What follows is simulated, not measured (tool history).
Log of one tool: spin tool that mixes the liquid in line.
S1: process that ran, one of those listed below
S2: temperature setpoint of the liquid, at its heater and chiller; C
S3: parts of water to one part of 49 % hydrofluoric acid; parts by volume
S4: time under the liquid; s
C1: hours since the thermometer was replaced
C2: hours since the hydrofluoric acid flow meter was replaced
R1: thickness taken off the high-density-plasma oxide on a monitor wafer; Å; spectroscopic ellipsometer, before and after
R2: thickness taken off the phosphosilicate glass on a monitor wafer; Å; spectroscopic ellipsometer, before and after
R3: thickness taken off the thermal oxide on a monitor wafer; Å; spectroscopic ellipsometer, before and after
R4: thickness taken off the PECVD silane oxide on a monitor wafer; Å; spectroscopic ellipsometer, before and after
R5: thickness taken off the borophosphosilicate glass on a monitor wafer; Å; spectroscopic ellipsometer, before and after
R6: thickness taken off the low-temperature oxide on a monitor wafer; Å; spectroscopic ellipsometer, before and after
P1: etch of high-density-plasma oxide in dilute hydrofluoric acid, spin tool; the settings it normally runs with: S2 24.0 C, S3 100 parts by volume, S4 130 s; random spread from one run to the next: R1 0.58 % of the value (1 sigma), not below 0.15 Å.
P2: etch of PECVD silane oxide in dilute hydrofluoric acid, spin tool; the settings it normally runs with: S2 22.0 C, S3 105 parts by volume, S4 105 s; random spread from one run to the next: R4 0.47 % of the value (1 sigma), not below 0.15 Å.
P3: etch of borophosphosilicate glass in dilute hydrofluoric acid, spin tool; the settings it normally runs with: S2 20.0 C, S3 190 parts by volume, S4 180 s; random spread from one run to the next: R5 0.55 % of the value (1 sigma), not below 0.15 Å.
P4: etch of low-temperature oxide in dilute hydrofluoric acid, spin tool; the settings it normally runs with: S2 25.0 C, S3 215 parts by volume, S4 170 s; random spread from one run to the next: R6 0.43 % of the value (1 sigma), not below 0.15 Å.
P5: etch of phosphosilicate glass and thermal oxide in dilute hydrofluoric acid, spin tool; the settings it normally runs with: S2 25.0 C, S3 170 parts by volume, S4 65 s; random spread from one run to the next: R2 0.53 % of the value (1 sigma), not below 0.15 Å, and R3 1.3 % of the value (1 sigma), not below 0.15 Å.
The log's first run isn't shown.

run  hour  S1    S2   S3   S4     C1     C2       R1      R2      R3      R4      R5       R6
  2   6.1  P5  18.5  170   65  781.7  234.7           171.57  13.726
  3   9.4  P1  17.0  100  210  785.0  238.0   84.903
  4  12.4  P2  22.0  105  105  788.0  241.0                           266.46
  5  15.4  P1  24.0  100  130  791.0  244.0   70.006
  6  17.7  P2  22.0  105  160  793.3  246.3                           407.00
  7  20.9  P3  20.0  325  180  796.5  249.5                                   228.39
  8  25.3  P3  20.0  190  355  800.9  253.9                                   878.97
  9  28.1  P4  32.5  215  170  803.7  256.7                                           215.740
 10  32.0  P1  24.0  100  130  807.6  260.6   70.062
 11  35.5  P3  20.0  190  180  811.1  264.1                                   446.33
 12  38.0  P1  30.5  170  130  813.6  266.6   48.099
 13  41.6  P1  28.5  100  130  817.2  270.2   84.655
 14  44.3  P5  25.0  170   65  819.9  272.9           222.48  18.038
 15  48.7  P3  20.0  190  180  824.3  277.3                                   446.88
     51.2  -- hydrofluoric acid flow meter replaced
 16  51.8  P1  24.0  100  255  827.4    0.6  138.700
 17  56.6  P1  18.0  150  130  832.2    5.4   35.150
 18  61.2  P4  25.0  360  170  836.8   10.0                                            86.468
 19  64.3  P4  25.0  215  170  839.9   13.1                                           166.650
 20  69.4  P3  17.0  190  180  845.0   18.2                                   393.24
 21  73.1  P1  24.0  145  130  848.7   21.9   46.017
 22  77.4  P2  22.0   55  105  853.0   26.2                           535.18
 23  81.9  P5  25.0   85   65  857.5   30.7           489.45  40.367
 24  85.1  P4  25.0  215   65  860.7   33.9                                            63.976
 25  88.6  P1  19.0  100  130  864.2   37.4   57.341

Estimate the outcome of run 26 from the log above:
 26  92.8  P2  17.0  105  105  868.4  41.6               ?

R4: 216.37 Å

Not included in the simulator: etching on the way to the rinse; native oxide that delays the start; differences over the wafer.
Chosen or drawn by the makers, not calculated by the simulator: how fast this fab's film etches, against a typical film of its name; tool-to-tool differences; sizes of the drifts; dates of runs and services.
